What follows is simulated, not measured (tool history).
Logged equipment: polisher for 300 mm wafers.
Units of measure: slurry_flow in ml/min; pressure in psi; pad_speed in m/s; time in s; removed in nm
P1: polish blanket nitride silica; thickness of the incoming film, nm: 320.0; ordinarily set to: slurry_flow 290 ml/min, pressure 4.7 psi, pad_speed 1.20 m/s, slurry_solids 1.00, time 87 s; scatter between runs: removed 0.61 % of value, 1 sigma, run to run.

run   hour  slurry_flow  pressure  pad_speed  slurry_solids  time  wafers polished on this pad  hours since the slurry nozzle was cleaned  hours since the head pressure was calibrated  hours since the slurry blender was calibrated  hours since the conditioning disc was replaced  removed
  1   11.7          290       4.7       1.20           1.00    87                          916                                      335.5                                         951.2                                          265.1                                            76.2   79.874
  2   23.4          450       4.7       1.20           1.00    87                         1057                                      347.2                                         962.9                                          276.8                                            87.9   81.659
  3   34.6          290       4.7       1.20           1.45    87                         1192                                      358.4                                         974.1                                          288.0                                            99.1   93.309
  4   46.9          290       4.7       1.20           1.00    53                         1341                                      370.7                                         986.4                                          300.3                                           111.4   48.643
  5   62.0          290       7.4       1.20           1.00    87                         1523                                      385.8                                        1001.5                                          315.4                                           126.5  125.050
      64.2  -- slurry blender recalibrated
  6   79.4          290       4.7       1.86           1.00    87                         1733                                      403.2                                        1018.9                                           15.2                                           143.9  112.930
  7   90.1          290       4.7       1.20           1.00    87                         1862                                      413.9                                        1029.6                                           25.9                                           154.6   80.302
  8   97.8          290       4.7       1.20           1.00    87                         1955                                      421.6                                        1037.3                                           33.6                                           162.3   79.969
  9  114.8          290       4.7       1.20           1.00   125                         2161                                      438.6                                        1054.3                                           50.6                                           179.3  114.770
 10  130.1          290       4.7       1.20           1.00    87                         2345                                      453.9                                        1069.6                                           65.9                                           194.6   80.102
 11  141.4          290       4.7       1.20           0.65    87                         2482                                      465.2                                        1080.9                                           77.2                                           205.9   64.380
 12  153.5          290       2.7       1.20           1.00   127                         2628                                      477.3                                        1093.0                                           89.3                                           218.0   66.236
 13  163.4          290       2.4       1.20           1.00    87                         2747                                      487.2                                        1102.9                                           99.2                                           227.9   40.818
 14  171.1          290       4.7       0.80           1.00    87                         2840                                      494.9                                        1110.6                                          106.9                                           235.6   58.037
 15  186.8          175       4.7       1.20           1.00    87                         3030                                      510.6                                        1126.3                                          122.6                                           251.3   74.978
 16  197.4          290       4.7       1.20           1.00    87                         3158                                      521.2                                        1136.9                                          133.2                                           261.9   80.153
 17  209.3          290       4.7       1.20           1.00    87                         3302                                      533.1                                        1148.8                                          145.1                                           273.8   74.947
 18  219.2          290       4.7       1.20           1.00    87                         3421                                      543.0                                        1158.7                                          155.0                                           283.7   73.178
 19  227.1          290       4.7       1.20           1.00    87                         3517                                      550.9                                        1166.6                                          162.9                                           291.6   72.370

Forecast run 20:
 20  237.7          290       4.7       1.20           1.00    87                         3645                                      561.5                                        1177.2                                          173.5                                           302.2        ?

For run 20 the tool returned removed 71.028 nm.
